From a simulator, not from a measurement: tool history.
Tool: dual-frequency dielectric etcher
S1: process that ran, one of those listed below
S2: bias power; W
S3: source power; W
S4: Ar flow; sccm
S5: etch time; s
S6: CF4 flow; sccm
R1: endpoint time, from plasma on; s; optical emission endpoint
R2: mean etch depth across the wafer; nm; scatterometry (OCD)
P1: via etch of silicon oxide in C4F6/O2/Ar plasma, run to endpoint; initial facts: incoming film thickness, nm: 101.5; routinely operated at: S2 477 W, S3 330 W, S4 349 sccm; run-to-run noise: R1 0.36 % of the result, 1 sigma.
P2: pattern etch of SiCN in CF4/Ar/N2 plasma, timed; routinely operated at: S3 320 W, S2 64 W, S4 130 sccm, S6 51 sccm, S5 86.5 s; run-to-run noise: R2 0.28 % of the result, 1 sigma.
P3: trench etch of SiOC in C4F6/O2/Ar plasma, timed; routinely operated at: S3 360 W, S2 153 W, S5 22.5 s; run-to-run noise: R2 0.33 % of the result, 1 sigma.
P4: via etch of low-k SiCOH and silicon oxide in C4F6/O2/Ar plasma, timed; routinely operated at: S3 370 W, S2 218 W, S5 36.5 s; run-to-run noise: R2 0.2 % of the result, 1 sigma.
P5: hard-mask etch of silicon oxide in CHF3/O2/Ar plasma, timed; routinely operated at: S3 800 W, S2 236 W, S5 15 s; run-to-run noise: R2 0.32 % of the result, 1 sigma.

{"run": 1, "hour": 7.6, "S1": "P1", "S2": 477, "S3": 330, "S4": 349, "R1": 25.382}
{"run": 2, "hour": 16.6, "S1": "P5", "S2": 236, "S3": 800, "S5": 10.5, "R2": 25.078}
{"run": 3, "hour": 23.8, "S1": "P1", "S2": 477, "S3": 330, "S4": 349, "R1": 25.366}
{"run": 4, "hour": 35.8, "S1": "P2", "S2": 64, "S3": 260, "S4": 130, "S5": 86.5, "S6": 51, "R2": 38.892}
{"run": 5, "hour": 49.6, "S1": "P1", "S2": 477, "S3": 330, "S4": 212, "R1": 24.018}
{"run": 6, "hour": 62.7, "S1": "P1", "S2": 617, "S3": 270, "S4": 349, "R1": 24.801}
{"run": 7, "hour": 76.8, "S1": "P2", "S2": 64, "S3": 320, "S4": 130, "S5": 116, "S6": 51, "R2": 62.338}
{"run": 8, "hour": 87.2, "S1": "P5", "S2": 236, "S3": 800, "S5": 15, "R2": 35.857}
{"run": 9, "hour": 99.3, "S1": "P4", "S2": 218, "S3": 370, "S5": 36.5, "R2": 99.068}
{"run": 10, "hour": 106.2, "S1": "P3", "S2": 153, "S3": 360, "S5": 33, "R2": 61.526}
{"run": 11, "hour": 115.4, "S1": "P3", "S2": 117, "S3": 360, "S5": 22.5, "R2": 38.788}
{"run": 12, "hour": 127.2, "S1": "P2", "S2": 64, "S3": 320, "S4": 130, "S5": 86.5, "S6": 51, "R2": 46.556}
{"run": 13, "hour": 141.1, "S1": "P4", "S2": 303, "S3": 370, "S5": 36.5, "R2": 111.38}
{"run": 14, "hour": 152.8, "S1": "P3", "S2": 153, "S3": 230, "S5": 22.5, "R2": 35.26}
{"run": 15, "hour": 160.6, "S1": "P1", "S2": 477, "S3": 420, "S4": 275, "R1": 22.674}
{"run": 16, "hour": 167.2, "S1": "P1", "S2": 477, "S3": 330, "S4": 349, "R1": 25.372}
{"run": 17, "hour": 177.7, "S1": "P1", "S2": 324, "S3": 330, "S4": 349, "R1": 29.179}
{"run": 18, "hour": 190.1, "S1": "P4", "S2": 218, "S3": 370, "S5": 26.5, "R2": 71.943}
{"run": 19, "hour": 204.2, "S1": "P1", "S2": 477, "S3": 390, "S4": 349, "R1": 23.774}
{"run": 20, "hour": 211.9, "S1": "P2", "S2": 82, "S3": 320, "S4": 130, "S5": 86.5, "S6": 51, "R2": 50.929}
{"run": 21, "hour": 218.8, "S1": "P1", "S2": 477, "S3": 330, "S4": 349, "R1": 25.291}

Expected results for the next run?
{"run": 22, "hour": 230.5, "S1": "P4", "S2": 218, "S3": 300, "S5": 36.5, "R2": "?"}

Run 22 produced R2 91.568 nm.

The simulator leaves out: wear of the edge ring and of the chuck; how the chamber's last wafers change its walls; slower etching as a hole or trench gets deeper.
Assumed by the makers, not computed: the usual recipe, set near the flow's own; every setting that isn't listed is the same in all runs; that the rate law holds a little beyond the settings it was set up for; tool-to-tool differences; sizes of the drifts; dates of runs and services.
